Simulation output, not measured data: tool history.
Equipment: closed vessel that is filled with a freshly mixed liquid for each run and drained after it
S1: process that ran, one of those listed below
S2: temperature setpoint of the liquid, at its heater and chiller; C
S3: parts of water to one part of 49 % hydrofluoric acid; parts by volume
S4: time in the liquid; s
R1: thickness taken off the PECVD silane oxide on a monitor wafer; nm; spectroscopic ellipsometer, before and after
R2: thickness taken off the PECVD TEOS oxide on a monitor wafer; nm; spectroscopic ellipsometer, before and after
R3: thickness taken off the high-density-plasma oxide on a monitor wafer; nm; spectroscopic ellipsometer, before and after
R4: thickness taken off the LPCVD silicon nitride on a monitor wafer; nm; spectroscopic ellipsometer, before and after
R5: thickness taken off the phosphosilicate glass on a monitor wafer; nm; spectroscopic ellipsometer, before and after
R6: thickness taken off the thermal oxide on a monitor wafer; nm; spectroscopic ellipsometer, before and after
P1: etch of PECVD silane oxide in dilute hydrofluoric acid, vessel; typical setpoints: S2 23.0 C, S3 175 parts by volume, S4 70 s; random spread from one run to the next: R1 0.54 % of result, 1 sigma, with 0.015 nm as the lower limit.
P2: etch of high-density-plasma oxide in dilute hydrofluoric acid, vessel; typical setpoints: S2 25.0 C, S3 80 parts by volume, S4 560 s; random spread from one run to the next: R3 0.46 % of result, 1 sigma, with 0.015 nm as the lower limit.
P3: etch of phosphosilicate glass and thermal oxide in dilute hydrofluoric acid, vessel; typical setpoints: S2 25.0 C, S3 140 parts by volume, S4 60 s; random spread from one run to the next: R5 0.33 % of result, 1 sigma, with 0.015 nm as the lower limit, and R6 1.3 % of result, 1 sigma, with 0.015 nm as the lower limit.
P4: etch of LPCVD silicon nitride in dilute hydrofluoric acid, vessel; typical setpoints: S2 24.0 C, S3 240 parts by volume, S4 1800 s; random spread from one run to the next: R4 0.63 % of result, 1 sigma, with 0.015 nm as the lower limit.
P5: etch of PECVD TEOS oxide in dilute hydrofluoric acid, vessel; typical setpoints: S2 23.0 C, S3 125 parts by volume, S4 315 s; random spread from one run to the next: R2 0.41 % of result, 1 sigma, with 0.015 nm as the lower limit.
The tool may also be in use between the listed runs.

run,hour,S1,S2,S3,S4,R1,R2,R3,R4,R5,R6
1,11.0,P1,23.0,175,70,5.3154,,,,,
2,20.5,P5,23.0,45,315,,82.776,,,,
3,28.7,P1,23.0,175,70,5.3341,,,,,
4,38.0,P1,17.0,175,70,4.1967,,,,,
5,49.5,P2,25.0,80,560,,,38.699,,,
6,59.2,P4,24.0,435,1800,,,,2.24190,,
7,70.7,P4,30.5,240,1800,,,,6.08470,,
8,83.6,P1,23.0,175,70,5.3149,,,,,
9,96.5,P4,24.0,240,400,,,,0.92716,,
10,104.5,P5,23.0,125,315,,26.968,,,,
11,117.2,P1,23.0,175,30,2.2908,,,,,
12,125.8,P1,31.0,175,70,7.1423,,,,,
13,136.3,P3,25.0,140,60,,,,,80.373,2.1032
14,142.3,P1,23.0,175,100,7.6017,,,,,
15,154.3,P1,23.0,315,70,2.5689,,,,,
16,164.8,P3,29.0,140,60,,,,,93.379,2.3556
17,177.2,P5,23.0,125,580,,49.796,,,,
# hour 183.4: hydrofluoric acid flow meter replaced
18,187.3,P1,23.0,100,70,10.1880,,,,,
19,196.0,P3,25.0,35,60,,,,,366.430,9.5003
20,202.8,P2,21.5,80,560,,,33.815,,,
21,209.5,P5,17.0,125,315,,21.114,,,,
22,221.8,P5,23.0,125,315,,26.975,,,,
23,230.5,P1,19.0,175,110,7.1362,,,,,
24,239.2,P1,23.0,175,70,5.3003,,,,,
25,246.0,P2,25.0,80,835,,,57.479,,,
26,253.0,P2,25.0,130,560,,,22.500,,,
27,259.0,P1,23.0,175,70,5.3046,,,,,
28,269.2,P4,24.0,240,1800,,,,4.07940,,
29,279.0,P3,25.0,140,30,,,,,39.847,1.0379
30,290.8,P1,23.0,175,70,5.3747,,,,,
31,304.2,P1,23.0,175,70,5.3327,,,,,
32,311.6,P1,23.0,175,70,5.5055,,,,,
33,321.4,P1,23.0,175,70,5.5960,,,,,
34,331.2,P1,23.0,175,70,5.6372,,,,,
35,338.8,P1,23.0,175,70,5.7012,,,,,
36,348.8,P1,23.0,175,70,5.7645,,,,,
37,359.7,P1,23.0,175,70,5.7240,,,,,

P1 no longer gives what it gave before; its output has crept away from where it was. The following 2 causes, each at its listed size, fit the log equally well:
A: liquid hotter than its thermometer reads (K) = 2
B: hydrofluoric acid flow above the setpoint (%) = 6.52
The creep began at about hour 304.2.

Each of the 4 check runs below uses one wafer; its results are left as question marks. Which run tells the causes apart?
check 1,370.6,P2,25.0,80,560,,,?,,,
check 2,370.6,P4,24.0,240,1800,,,,?,,
check 3,370.6,P3,25.0,140,60,,,,,?,?
check 4,370.6,P5,23.0,125,315,,?,,,,

Expected result of each check under each candidate cause:
check,result,if A,if B
check 1,R3,42.058,41.662
check 2,R4,4.60430,4.33230
check 3,R5,86.301,86.122
check 3,R6,2.2402,2.2356
check 4,R2,29.109,28.941
Minimum pairwise separation of causes per check, each pair taken at its best-separating result: check 1 0.94 %; check 2 6.09 %; check 3 0.21 %; check 4 0.58 %
Check 2 tells the causes apart: in the others they would give nearly the same result.

Check 2 was carried out, with these results: R4 4.33170 nm. Which of the listed causes is responsible?

The correct cause is B, namely: hydrofluoric acid flow above the setpoint (%).
